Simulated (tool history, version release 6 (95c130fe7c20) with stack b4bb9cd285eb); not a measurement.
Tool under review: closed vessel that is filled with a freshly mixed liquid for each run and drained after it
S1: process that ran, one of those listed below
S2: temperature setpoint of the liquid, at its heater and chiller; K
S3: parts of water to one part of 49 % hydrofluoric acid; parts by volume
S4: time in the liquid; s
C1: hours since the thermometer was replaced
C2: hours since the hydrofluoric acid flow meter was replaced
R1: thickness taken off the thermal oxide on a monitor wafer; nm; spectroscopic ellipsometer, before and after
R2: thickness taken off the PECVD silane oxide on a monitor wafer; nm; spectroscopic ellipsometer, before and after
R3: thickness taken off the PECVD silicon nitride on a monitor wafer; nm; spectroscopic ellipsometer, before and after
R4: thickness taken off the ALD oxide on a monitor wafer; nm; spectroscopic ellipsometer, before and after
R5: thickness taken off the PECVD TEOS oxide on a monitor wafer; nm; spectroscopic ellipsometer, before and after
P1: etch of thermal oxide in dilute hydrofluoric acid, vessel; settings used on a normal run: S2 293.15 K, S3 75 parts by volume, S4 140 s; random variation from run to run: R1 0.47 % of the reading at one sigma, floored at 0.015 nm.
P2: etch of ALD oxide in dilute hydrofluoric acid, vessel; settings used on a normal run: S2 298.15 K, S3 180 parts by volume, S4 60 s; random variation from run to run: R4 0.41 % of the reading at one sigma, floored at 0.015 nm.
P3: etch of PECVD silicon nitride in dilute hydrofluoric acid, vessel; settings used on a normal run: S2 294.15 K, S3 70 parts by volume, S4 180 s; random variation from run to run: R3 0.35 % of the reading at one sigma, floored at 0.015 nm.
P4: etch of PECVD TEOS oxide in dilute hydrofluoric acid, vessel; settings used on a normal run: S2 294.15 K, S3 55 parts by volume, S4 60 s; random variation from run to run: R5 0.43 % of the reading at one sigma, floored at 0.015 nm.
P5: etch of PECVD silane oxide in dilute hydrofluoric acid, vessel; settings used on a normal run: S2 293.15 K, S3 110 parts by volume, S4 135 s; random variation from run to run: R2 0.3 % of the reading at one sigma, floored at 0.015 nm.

run	hour	S1	S2	S3	S4	C1	C2	R1	R2	R3	R4	R5
1	6.9	P1	293.15	75	140	357.2	244.9	7.4634				
2	20	P5	293.15	185	135	370.3	258		10.797			
3	32.3	P3	294.15	70	295	382.6	270.3			14.366		
4	47.7	P3	294.15	20	180	398	285.7			29.533		
5	54.7	P2	298.15	180	30	405	292.7				3.6004	
6	61.7	P1	293.15	140	140	412	299.7	3.6934				
# hour 62.3: hydrofluoric acid flow meter replaced
7	73.8	P5	293.15	110	135	424.1	11.5		19.484			
8	87.3	P1	290.15	75	140	437.6	25	6.6058				
9	102.6	P1	293.15	75	140	452.9	40.3	7.5078				
10	113.8	P2	291.65	180	60	464.1	51.5				5.6034	
11	122.5	P1	293.15	75	140	472.8	60.2	7.3483				
12	135.2	P1	293.15	75	140	485.5	72.9	7.5291				
13	146.2	P1	293.15	75	40	496.5	83.9	2.1076				
14	157.4	P5	290.15	110	135	507.7	95.1		17.152			
15	168.5	P3	294.15	70	180	518.8	106.2			8.8289		
16	180.6	P3	294.15	70	180	530.9	118.3			8.7994		
17	194.6	P1	300.65	75	140	544.9	132.3	10.058				
18	206.2	P1	293.15	75	140	556.5	143.9	7.532				
19	218.8	P4	290.15	55	60	569.1	156.5					7.5537
20	229.6	P4	294.15	55	60	579.9	167.3					8.9949
21	236.6	P2	298.15	180	60	586.9	174.3				7.2213	
22	249.9	P2	298.15	180	60	600.2	187.6				7.1946	
# hour 254.7: thermometer replaced
23	263.8	P2	298.15	95	60	9.2	201.5				15.04	
24	278.7	P3	301.65	70	180	24.1	216.4			14.413		
25	290.8	P1	293.15	25	140	36.2	228.5	23.803				
26	299.9	P4	294.15	55	115	45.3	237.6					17.1
27	314.3	P4	294.15	20	60	59.7	252					25.39
28	328.5	P1	293.15	75	140	73.9	266.2	7.4341				
29	336.4	P1	293.15	75	220	81.8	274.1	11.655				
30	346.3	P1	299.65	50	140	91.7	284	15.199				
31	361	P5	293.15	110	65	106.4	298.7		9.3815			
32	374.6	P1	290.15	120	140	120	312.3	3.9142				
33	389.7	P1	293.15	75	140	135.1	327.4	7.4876				
34	399.5	P1	293.15	75	140	144.9	337.2	7.6031				
35	410.7	P1	293.15	75	140	156.1	348.4	7.8579				
36	418	P1	293.15	75	140	163.4	355.7	7.9229				
37	431.5	P1	293.15	75	140	176.9	369.2	8.0095				
38	443	P1	293.15	75	140	188.4	380.7	8.0679				
39	456.2	P1	293.15	75	140	201.6	393.9	8.077				
40	463.9	P1	293.15	75	140	209.3	401.6	8.0947				
41	476.7	P1	293.15	75	140	222.1	414.4	8.1476				
42	483.8	P1	293.15	75	140	229.2	421.5	8.2				
43	492.2	P1	293.15	75	140	237.6	429.9	8.1519				
44	499	P1	293.15	75	140	244.4	436.7	8.1665				

P1 has crept away from where it was. The log is fitted equally well by each of these 2 causes, at the sizes shown:
A: liquid hotter than its thermometer reads (K) = 2.12
B: hydrofluoric acid flow above the setpoint (%) = 8.42
The drift started at roughly hour 389.7.

Below are 4 check runs, each on a single wafer, with their results shown as question marks. Which of them would tell the listed causes apart, meaning the causes would give clearly different results under it?
check 1	505.8	P2	293.65	110	60						?	
check 2	505.8	P5	290.15	110	135				?			
check 3	505.8	P4	294.15	20	110							?
check 4	505.8	P3	294.15	30	180					?		

How each check would come out, cause by cause:
check	result	if A	if B
check 1	R4	11.657	11.716
check 2	R2	18.819	18.848
check 3	R5	51.322	50.905
check 4	R3	23.143	21.607
Per check, the gap between the least separated pair of causes, taken in the result that splits them most: check 1 0.51 %; check 2 0.16 %; check 3 0.82 %; check 4 6.86 %
The causes can be told apart only by check 4. The other checks would give nearly the same results under each of them.

Here is what check 4 returned: R3 21.638 nm. Which cause is it?

Of the candidate causes, it is B: hydrofluoric acid flow above the setpoint (%).
